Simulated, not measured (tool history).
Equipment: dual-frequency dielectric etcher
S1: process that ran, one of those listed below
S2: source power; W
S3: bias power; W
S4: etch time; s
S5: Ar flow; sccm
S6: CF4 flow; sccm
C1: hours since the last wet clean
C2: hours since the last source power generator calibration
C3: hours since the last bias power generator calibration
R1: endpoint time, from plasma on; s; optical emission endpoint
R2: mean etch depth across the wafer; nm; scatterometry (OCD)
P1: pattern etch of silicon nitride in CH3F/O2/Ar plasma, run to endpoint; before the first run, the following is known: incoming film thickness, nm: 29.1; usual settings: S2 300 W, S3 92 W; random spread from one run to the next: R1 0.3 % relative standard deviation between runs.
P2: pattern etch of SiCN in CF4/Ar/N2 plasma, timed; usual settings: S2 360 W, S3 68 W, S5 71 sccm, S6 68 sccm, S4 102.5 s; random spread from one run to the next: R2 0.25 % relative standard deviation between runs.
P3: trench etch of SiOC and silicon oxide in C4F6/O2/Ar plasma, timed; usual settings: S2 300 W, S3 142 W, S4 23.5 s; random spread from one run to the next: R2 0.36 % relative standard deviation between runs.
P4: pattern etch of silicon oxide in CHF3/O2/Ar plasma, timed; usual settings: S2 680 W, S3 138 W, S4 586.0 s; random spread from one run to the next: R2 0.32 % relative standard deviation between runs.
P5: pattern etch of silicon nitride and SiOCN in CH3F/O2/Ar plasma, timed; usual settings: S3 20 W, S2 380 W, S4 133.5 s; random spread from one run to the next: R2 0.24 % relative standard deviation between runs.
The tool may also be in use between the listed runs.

Run 1, hour 9.6: S1 P1, S2 300 W, S3 92 W; C1 162.8; C2 838.2; C3 2014.1. Result: R1 43.433 s.
Run 2, hour 14.3: S1 P5, S2 380 W, S3 20 W, S4 133.5 s; C1 167.5; C2 842.9; C3 2018.8. Result: R2 16.6850 nm.
Run 3, hour 21.0: S1 P2, S2 360 W, S3 68 W, S4 102.5 s, S5 99 sccm, S6 68 sccm; C1 174.2; C2 849.6; C3 2025.5. Result: R2 71.4340 nm.
Run 4, hour 28.4: S1 P4, S2 910 W, S3 138 W, S4 586.0 s; C1 181.6; C2 857.0; C3 2032.9. Result: R2 1245.4000 nm.
Run 5, hour 34.4: S1 P1, S2 300 W, S3 92 W; C1 187.6; C2 863.0; C3 2038.9. Result: R1 43.545 s.
Run 6, hour 40.2: S1 P1, S2 430 W, S3 71 W; C1 193.4; C2 868.8; C3 2044.7. Result: R1 41.727 s.
Run 7, hour 48.5: S1 P1, S2 230 W, S3 65 W; C1 201.7; C2 877.1; C3 2053.0. Result: R1 54.403 s.
Run 8, hour 55.3: S1 P3, S2 300 W, S3 142 W, S4 30.0 s; C1 208.5; C2 883.9; C3 2059.8. Result: R2 49.3100 nm.
Run 9, hour 61.0: S1 P5, S2 380 W, S3 20 W, S4 133.5 s; C1 214.2; C2 889.6; C3 2065.5. Result: R2 16.6750 nm.
Run 10, hour 67.6: S1 P3, S2 300 W, S3 142 W, S4 23.5 s; C1 220.8; C2 896.2; C3 2072.1. Result: R2 38.4780 nm.
Run 11, hour 75.4: S1 P1, S2 300 W, S3 113 W; C1 228.6; C2 904.0; C3 2079.9. Result: R1 40.461 s.
Run 12, hour 85.2: S1 P2, S2 430 W, S3 68 W, S4 102.5 s, S5 71 sccm, S6 68 sccm; C1 238.4; C2 913.8; C3 2089.7. Result: R2 86.9480 nm.
Run 13, hour 92.0: S1 P4, S2 680 W, S3 138 W, S4 586.0 s; C1 245.2; C2 920.6; C3 2096.5. Result: R2 1111.8000 nm.
Run 14, hour 96.6: S1 P4, S2 680 W, S3 165 W, S4 586.0 s; C1 249.8; C2 925.2; C3 2101.1. Result: R2 1173.1000 nm.
Run 15, hour 102.9: S1 P5, S2 380 W, S3 20 W, S4 78.5 s; C1 256.1; C2 931.5; C3 2107.4. Result: R2 9.8723 nm.
Run 16, hour 108.2: S1 P5, S2 240 W, S3 20 W, S4 133.5 s; C1 261.4; C2 936.8; C3 2112.7. Result: R2 14.2710 nm.
Run 17, hour 116.5: S1 P1, S2 240 W, S3 123 W; C1 269.7; C2 945.1; C3 2121.0. Result: R1 42.364 s.
Run 18, hour 125.8: S1 P4, S2 680 W, S3 138 W, S4 859.0 s; C1 279.0; C2 954.4; C3 2130.3. Result: R2 1607.3000 nm.
Run 19, hour 133.7: S1 P3, S2 190 W, S3 142 W, S4 23.5 s; C1 286.9; C2 962.3; C3 2138.2. Result: R2 32.0580 nm.
Run 20, hour 140.2: S1 P1, S2 220 W, S3 92 W; C1 293.4; C2 968.8; C3 2144.7. Result: R1 48.835 s.
Run 21, hour 150.0: S1 P2, S2 360 W, S3 68 W, S4 102.5 s, S5 71 sccm, S6 68 sccm; C1 303.2; C2 978.6; C3 2154.5. Result: R2 74.6690 nm.
Run 22, hour 157.5: S1 P5, S2 380 W, S3 12 W, S4 133.5 s; C1 310.7; C2 986.1; C3 2162.0. Result: R2 13.5370 nm.
Run 23, hour 165.4: S1 P1, S2 300 W, S3 92 W; C1 318.6; C2 994.0; C3 2169.9. Result: R1 43.746 s.
Run 24, hour 170.9: S1 P2, S2 360 W, S3 68 W, S4 102.5 s, S5 71 sccm, S6 49 sccm; C1 324.1; C2 999.5; C3 2175.4. Result: R2 71.0920 nm.
Run 25, hour 175.4: S1 P2, S2 360 W, S3 68 W, S4 102.5 s, S5 71 sccm, S6 68 sccm; C1 328.6; C2 1004.0; C3 2179.9. Result: R2 74.8660 nm.
Run 26, hour 182.3: S1 P2, S2 360 W, S3 93 W, S4 102.5 s, S5 71 sccm, S6 68 sccm; C1 335.5; C2 1010.9; C3 2186.8. Result: R2 83.3260 nm.
Run 27, hour 190.7: S1 P2, S2 360 W, S3 68 W, S4 70.0 s, S5 71 sccm, S6 68 sccm; C1 343.9; C2 1019.3; C3 2195.2. Result: R2 50.8810 nm.
Run 28, hour 196.7: S1 P3, S2 300 W, S3 95 W, S4 23.5 s; C1 349.9; C2 1025.3; C3 2201.2. Result: R2 34.1020 nm.
Run 29, hour 201.1: S1 P1, S2 390 W, S3 92 W; C1 354.3; C2 1029.7; C3 2205.6. Result: R1 39.554 s.
Run 30, hour 206.2: S1 P1, S2 300 W, S3 61 W; C1 359.4; C2 1034.8; C3 2210.7. Result: R1 50.232 s.
Run 31, hour 213.3: S1 P1, S2 300 W, S3 92 W; C1 366.5; C2 1041.9; C3 2217.8. Result: R1 43.792 s.
Run 32, hour 218.9: S1 P1, S2 300 W, S3 92 W; C1 372.1; C2 1047.5; C3 2223.4. Result: R1 43.463 s.
Run 33, hour 227.3: S1 P1, S2 300 W, S3 92 W; C1 380.5; C2 1055.9; C3 2231.8. Result: R1 43.398 s.
Run 34, hour 237.3: S1 P1, S2 300 W, S3 92 W; C1 390.5; C2 1065.9; C3 2241.8. Result: R1 43.440 s.
Run 35, hour 244.5: S1 P1, S2 300 W, S3 92 W; C1 397.7; C2 1073.1; C3 2249.0. Result: R1 43.287 s.
Run 36, hour 250.2: S1 P1, S2 300 W, S3 92 W; C1 403.4; C2 1078.8; C3 2254.7. Result: R1 43.235 s.
Run 37, hour 258.7: S1 P1, S2 300 W, S3 92 W; C1 411.9; C2 1087.3; C3 2263.2. Result: R1 42.907 s.
Run 38, hour 268.3: S1 P1, S2 300 W, S3 92 W; C1 421.5; C2 1096.9; C3 2272.8. Result: R1 42.869 s.
At hour 276.0: wet clean of the chamber.
Run 39, hour 278.0: S1 P1, S2 300 W, S3 92 W; C1 2.0; C2 1106.6; C3 2282.5. Result: R1 42.884 s.
Run 40, hour 287.1: S1 P1, S2 300 W, S3 92 W; C1 11.1; C2 1115.7; C3 2291.6. Result: R1 43.048 s.
Run 41, hour 293.3: S1 P1, S2 300 W, S3 92 W; C1 17.3; C2 1121.9; C3 2297.8. Result: R1 42.958 s.
Run 42, hour 300.6: S1 P1, S2 300 W, S3 92 W; C1 24.6; C2 1129.2; C3 2305.1. Result: R1 42.959 s.
Run 43, hour 305.2: S1 P1, S2 300 W, S3 92 W; C1 29.2; C2 1133.8; C3 2309.7. Result: R1 42.933 s.

Something has made what P1 gives creep away from where it was; the 2 causes below, each at its own stated size, fit the log equally well:
A: bias power that arrives over what is set, % = 4.15
B: source power that arrives over what is set, % = 4.12
At approximately hour 218.9, the process output began to creep.
All other causes, with the reason each is excluded:
chamber walls in a state that raises the etch rate, %: serviced at hour 276.0, after the change had begun; the process did not return to its earlier output

The check runs listed below each take one wafer, and their results are still question marks. Under which run would the listed causes lead to clearly different results?
Run check 1, hour 309.8: S1 P2, S2 360 W, S3 68 W, S4 102.5 s, S5 99 sccm, S6 68 sccm. Result: R2 ?.
Run check 2, hour 309.8: S1 P3, S2 190 W, S3 107 W, S4 23.5 s. Result: R2 ?.
Run check 3, hour 309.8: S1 P4, S2 680 W, S3 160 W, S4 687.0 s. Result: R2 ?.
Run check 4, hour 309.8: S1 P5, S2 380 W, S3 15 W, S4 109.0 s. Result: R2 ?.

Check results expected under each cause:
  check  result       if A       if B
check 1      R2    72.1540    73.6980
check 2      R2    29.7860    29.8990
check 3      R2  1378.9000  1382.1000
check 4      R2    12.2760    12.2490
Separation of the two closest causes in each check, using whichever result separates them best: check 1 2.12 %; check 2 0.38 %; check 3 0.23 %; check 4 0.21 %
Only check 1 tells the causes apart: in the others they would give nearly the same result.

Running check 1 produced the following: R2 71.8370 nm. Which one of the listed causes fits?

The cause is A: bias power that arrives over what is set, %.

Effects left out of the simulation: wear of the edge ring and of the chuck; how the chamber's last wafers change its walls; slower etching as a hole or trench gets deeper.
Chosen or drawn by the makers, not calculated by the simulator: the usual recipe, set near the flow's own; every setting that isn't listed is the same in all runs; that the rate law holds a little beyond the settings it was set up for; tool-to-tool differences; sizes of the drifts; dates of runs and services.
